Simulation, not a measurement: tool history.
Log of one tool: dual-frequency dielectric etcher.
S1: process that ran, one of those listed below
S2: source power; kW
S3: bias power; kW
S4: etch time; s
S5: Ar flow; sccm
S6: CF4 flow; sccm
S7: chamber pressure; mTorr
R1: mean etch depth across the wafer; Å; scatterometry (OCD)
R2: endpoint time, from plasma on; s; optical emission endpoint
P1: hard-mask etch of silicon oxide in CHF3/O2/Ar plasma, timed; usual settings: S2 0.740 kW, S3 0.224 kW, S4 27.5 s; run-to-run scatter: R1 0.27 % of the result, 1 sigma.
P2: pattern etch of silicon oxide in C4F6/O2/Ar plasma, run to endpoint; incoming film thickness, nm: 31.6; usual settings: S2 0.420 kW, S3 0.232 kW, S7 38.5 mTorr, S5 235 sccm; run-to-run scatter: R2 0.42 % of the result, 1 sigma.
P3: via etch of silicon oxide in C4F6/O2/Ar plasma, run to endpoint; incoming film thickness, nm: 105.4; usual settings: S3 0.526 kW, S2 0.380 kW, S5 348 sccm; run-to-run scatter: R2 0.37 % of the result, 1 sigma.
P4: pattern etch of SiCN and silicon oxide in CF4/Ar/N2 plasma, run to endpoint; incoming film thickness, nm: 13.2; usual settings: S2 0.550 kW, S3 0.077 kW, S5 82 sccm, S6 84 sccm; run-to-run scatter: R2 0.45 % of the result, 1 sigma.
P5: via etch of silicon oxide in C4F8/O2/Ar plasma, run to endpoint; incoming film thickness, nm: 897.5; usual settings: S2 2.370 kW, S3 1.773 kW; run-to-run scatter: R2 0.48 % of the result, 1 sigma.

| run | hour | S1 | S2 | S3 | S4 | S5 | S6 | S7 | R1 | R2 |
|---|---|---|---|---|---|---|---|---|---|---|
| 1 | 9.8 | P1 | 0.740 | 0.224 | 27.5 |  |  |  | 655.98 |  |
| 2 | 16.3 | P1 | 0.740 | 0.224 | 27.5 |  |  |  | 654.03 |  |
| 3 | 25.4 | P4 | 0.550 | 0.077 |  | 55 | 84 |  |  | 11.7860 |
| 4 | 39.5 | P1 | 0.510 | 0.173 | 27.5 |  |  |  | 519.15 |  |
| 5 | 46.2 | P2 | 0.420 | 0.232 |  | 235 |  | 47.5 |  | 9.4498 |
| 6 | 56.2 | P1 | 0.740 | 0.224 | 27.5 |  |  |  | 653.98 |  |
| 7 | 66.5 | P1 | 0.740 | 0.154 | 27.5 |  |  |  | 577.84 |  |
| 8 | 75.2 | P2 | 0.420 | 0.232 |  | 180 |  | 38.5 |  | 8.9344 |
| 9 | 84.5 | P1 | 0.480 | 0.224 | 27.5 |  |  |  | 553.67 |  |
| 10 | 93.6 | P4 | 0.550 | 0.077 |  | 82 | 84 |  |  | 12.4080 |
| 11 | 106.4 | P2 | 0.420 | 0.232 |  | 235 |  | 38.5 |  | 9.1380 |
| 12 | 118.4 | P3 | 0.230 | 0.526 |  | 348 |  |  |  | 28.1500 |
| 13 | 125.2 | P3 | 0.380 | 0.526 |  | 348 |  |  |  | 23.4030 |
| 14 | 138.7 | P5 | 3.260 | 1.773 |  |  |  |  |  | 146.4800 |
|  | 147.4 | source power generator calibrated |
| 15 | 149.3 | P1 | 0.740 | 0.224 | 27.5 |  |  |  | 655.34 |  |
| 16 | 158.5 | P2 | 0.420 | 0.232 |  | 235 |  | 38.5 |  | 9.2377 |
| 17 | 169.7 | P4 | 0.550 | 0.077 |  | 82 | 58 |  |  | 12.9850 |
| 18 | 178.8 | P4 | 0.750 | 0.077 |  | 82 | 84 |  |  | 9.4394 |
| 19 | 187.8 | P1 | 0.610 | 0.161 | 27.5 |  |  |  | 545.02 |  |
| 20 | 195.3 | P5 | 2.370 | 1.773 |  |  |  |  |  | 167.8500 |
| 21 | 204.8 | P1 | 0.740 | 0.224 | 15.5 |  |  |  | 369.73 |  |
| 22 | 211.7 | P1 | 0.740 | 0.224 | 27.5 |  |  |  | 648.38 |  |
| 23 | 223.9 | P3 | 0.380 | 0.526 |  | 243 |  |  |  | 22.6360 |
|  | 226.6 | bias power generator calibrated |
| 24 | 231.4 | P5 | 2.370 | 1.077 |  |  |  |  |  | 188.8200 |
| 25 | 242.8 | P3 | 0.380 | 0.315 |  | 348 |  |  |  | 28.3270 |
| 26 | 254.4 | P1 | 0.740 | 0.224 | 35.5 |  |  |  | 845.17 |  |
| 27 | 265.1 | P1 | 0.970 | 0.224 | 27.5 |  |  |  | 723.06 |  |
| 28 | 279.1 | P1 | 0.540 | 0.224 | 36.0 |  |  |  | 760.97 |  |
| 29 | 289.1 | P2 | 0.260 | 0.232 |  | 235 |  | 38.5 |  | 11.0220 |
| 30 | 295.7 | P4 | 0.550 | 0.077 |  | 82 | 84 |  |  | 12.3540 |
| 31 | 306.6 | P1 | 0.740 | 0.267 | 27.5 |  |  |  | 695.13 |  |
| 32 | 316.2 | P3 | 0.380 | 0.526 |  | 348 |  |  |  | 23.5480 |
| 33 | 327.3 | P4 | 0.550 | 0.049 |  | 82 | 84 |  |  | 14.1700 |
| 34 | 339.3 | P5 | 2.370 | 1.773 |  |  |  |  |  | 167.8100 |
| 35 | 351.4 | P2 | 0.420 | 0.287 |  | 235 |  | 38.5 |  | 8.5449 |
| 36 | 360.2 | P1 | 0.740 | 0.224 | 27.5 |  |  |  | 655.59 |  |
| 37 | 367.9 | P1 | 0.740 | 0.224 | 27.5 |  |  |  | 649.08 |  |
| 38 | 382.4 | P1 | 0.740 | 0.224 | 27.5 |  |  |  | 646.08 |  |
|  | 389.7 | wet clean of the chamber |
| 39 | 391.0 | P1 | 0.740 | 0.224 | 27.5 |  |  |  | 644.06 |  |
| 40 | 400.6 | P1 | 0.740 | 0.224 | 27.5 |  |  |  | 646.78 |  |
| 41 | 413.0 | P1 | 0.740 | 0.224 | 27.5 |  |  |  | 639.82 |  |
| 42 | 422.5 | P1 | 0.740 | 0.224 | 27.5 |  |  |  | 642.82 |  |

What P1 gives has crept away from where it was. These 2 causes fit the log equally well, each at the size given:
A: source power that arrives under what is set, % = 4.4
B: bias power that arrives under what is set, % = 4.83
The creep began at about hour 360.2.
Why every other cause is out:
chamber walls in a state that lowers the etch rate, %: serviced at hour 389.7, which brought nothing back

4 check runs are offered, each on 2 wafers whose results are averaged, their results left as question marks. Which one tells the causes apart?
| check 1 | 432.0 | P4 | 0.550 | 0.053 |  | 82 | 64 |  |  | ? |
| check 2 | 432.0 | P2 | 0.300 | 0.232 |  | 235 |  | 38.5 |  | ? |
| check 3 | 432.0 | P3 | 0.380 | 0.331 |  | 348 |  |  |  | ? |
| check 4 | 432.0 | P5 | 2.920 | 1.083 |  |  |  |  |  | ? |

What each check would give under each cause:
| check | result | if A | if B |
|---|---|---|---|
| check 1 | R2 | 15.0340 | 14.6580 |
| check 2 | R2 | 10.6620 | 10.6580 |
| check 3 | R2 | 28.3440 | 28.3560 |
| check 4 | R2 | 176.9900 | 175.7300 |
How far apart the two closest causes lie, in the result that separates them most: check 1 2.53 %; check 2 0.04 %; check 3 0.04 %; check 4 0.71 %
Check 1 tells the causes apart: in the others they would give nearly the same result.

Then check 1 was run and gave: R2 15.0400 s. Which cause is it?

It is A: source power that arrives under what is set, %.
